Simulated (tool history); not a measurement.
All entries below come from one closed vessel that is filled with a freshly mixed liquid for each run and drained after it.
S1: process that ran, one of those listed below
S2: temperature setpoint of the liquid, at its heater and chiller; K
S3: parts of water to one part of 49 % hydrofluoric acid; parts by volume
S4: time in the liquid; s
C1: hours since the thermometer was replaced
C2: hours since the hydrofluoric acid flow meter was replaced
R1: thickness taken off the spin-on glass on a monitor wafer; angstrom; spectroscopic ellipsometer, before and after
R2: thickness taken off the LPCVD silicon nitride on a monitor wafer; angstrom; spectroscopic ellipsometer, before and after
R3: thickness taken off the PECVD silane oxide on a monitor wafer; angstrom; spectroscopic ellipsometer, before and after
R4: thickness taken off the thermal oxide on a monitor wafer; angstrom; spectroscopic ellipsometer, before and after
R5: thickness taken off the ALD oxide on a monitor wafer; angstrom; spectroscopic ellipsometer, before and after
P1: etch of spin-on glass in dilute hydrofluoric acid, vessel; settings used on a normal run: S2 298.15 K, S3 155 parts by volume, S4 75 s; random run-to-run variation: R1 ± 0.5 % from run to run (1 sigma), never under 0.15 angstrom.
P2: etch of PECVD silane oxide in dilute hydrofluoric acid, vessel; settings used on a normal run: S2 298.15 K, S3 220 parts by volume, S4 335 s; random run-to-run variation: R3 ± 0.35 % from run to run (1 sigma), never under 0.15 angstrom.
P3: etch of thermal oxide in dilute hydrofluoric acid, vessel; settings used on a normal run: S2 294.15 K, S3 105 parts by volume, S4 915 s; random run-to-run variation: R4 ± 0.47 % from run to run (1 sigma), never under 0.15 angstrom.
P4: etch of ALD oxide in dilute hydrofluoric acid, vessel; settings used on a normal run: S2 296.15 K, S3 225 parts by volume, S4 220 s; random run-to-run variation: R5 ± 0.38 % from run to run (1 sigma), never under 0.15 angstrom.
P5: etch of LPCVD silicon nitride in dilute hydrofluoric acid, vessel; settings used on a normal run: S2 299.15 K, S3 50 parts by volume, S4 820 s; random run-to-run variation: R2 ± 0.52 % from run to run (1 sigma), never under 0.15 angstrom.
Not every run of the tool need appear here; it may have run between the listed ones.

run   hour  S1      S2   S3    S4     C1      C2       R1      R2       R3      R4       R5
  1   13.4  P1  298.15  155    75  207.6   835.2  135.460
  2   23.2  P5  299.15   20   820  217.4   845.0           215.70
  3   37.2  P2  298.15  120   335  231.4   859.0                   812.160
  4   47.6  P2  298.15  220   335  241.8   869.4                   395.270
  5   63.2  P2  305.65  220   335  257.4   885.0                   509.770
  6   73.0  P3  290.15  105   915  267.2   894.8                            317.49
  7   85.1  P1  298.15  230    75  279.3   906.9   84.460
  8  104.3  P1  298.15  155    30  298.5   926.1   54.367
  9  113.5  P3  294.15  180   915  307.7   935.3                            202.78
 10  128.2  P5  305.15   50   820  322.4   950.0           130.45
 11  147.2  P1  298.15   80    35  341.4   969.0  135.350
 12  159.5  P2  298.15  220    70  353.7   981.3                    82.163
 13  176.3  P1  298.15   70    75  370.5   998.1  333.130
 14  187.1  P1  298.15  155    75  381.3  1008.9  136.070
 15  196.2  P4  296.15  225   355  390.4  1018.0                                    152.060
 16  205.2  P4  303.65  225   220  399.4  1027.0                                    122.150
 17  218.0  P1  302.65  155    75  412.2  1039.8  160.050
 18  227.5  P1  298.15  155    75  421.7  1049.3  134.770
 19  241.1  P3  294.15  105   365  435.3  1062.9                            148.05
 20  251.0  P1  292.15  155    30  445.2  1072.8   42.999
 21  270.1  P4  296.15  225   220  464.3  1091.9                                     93.064
 22  283.7  P1  298.15  155    75  477.9  1105.5  136.010
 23  294.4  P1  298.15  155    75  488.6  1116.2  135.090
 24  311.0  P5  299.15   50  1470  505.2  1132.8           157.54
 25  323.5  P1  298.15  155   125  517.7  1145.3  226.520
 26  341.8  P4  296.15  225   220  536.0  1163.6                                     93.374
     344.6  -- hydrofluoric acid flow meter replaced
 27  352.6  P1  291.15  155    75  546.8     8.0  103.550
 28  363.8  P2  298.15  220   335  558.0    19.2                   394.050
 29  378.2  P5  299.15   50   820  572.4    33.6            88.93
 30  388.2  P3  294.15  105   915  582.4    43.6                            375.17
 31  399.9  P4  296.15   55   220  594.1    55.3                                    464.770
 32  408.3  P1  298.15  155    75  602.5    63.7  136.780
 33  418.3  P1  298.15  155    75  612.5    73.7  139.390
 34  433.1  P1  298.15  155    75  627.3    88.5  141.640
 35  451.4  P1  298.15  155    75  645.6   106.8  144.240
 36  462.2  P1  298.15  155    75  656.4   117.6  143.820
 37  471.9  P1  298.15  155    75  666.1   127.3  144.400
 38  486.7  P1  298.15  155    75  680.9   142.1  146.170
 39  506.1  P1  298.15  155    75  700.3   161.5  145.130

The output of P1 has drifted from where it used to be. Each of the 2 causes below, taken at the size shown beside it, accounts for the log equally well:
A: liquid hotter than its thermometer reads (K) = 1.73
B: hydrofluoric acid flow above the setpoint (%) = 5.64
Creep in the process output first set in at about hour 408.3.

Which of the 4 check runs listed below separates the causes, so that each cause would produce a clearly different result? Each run uses one wafer, and its results are marked with question marks.
check 1  525.5  P2  298.15  220  335                   ?
check 2  525.5  P4  296.15  225  220                           ?
check 3  525.5  P5  299.15   50  820               ?
check 4  525.5  P3  294.15  105  915                       ?

How each check would come out, cause by cause:
  check  result     if A     if B
check 1      R3  419.690  422.140
check 2      R5   99.775  100.200
check 3      R2   99.710   93.871
check 4      R4   401.42   398.09
How far apart the two closest causes lie, in the result that separates them most: check 1 0.58 %; check 2 0.42 %; check 3 6.03 %; check 4 0.83 %
Check 3 tells the causes apart: in the others they would give nearly the same result.

After running check 3, the following was obtained: R2 100.780 angstrom. Which cause does this point to?

The cause is A: liquid hotter than its thermometer reads (K).
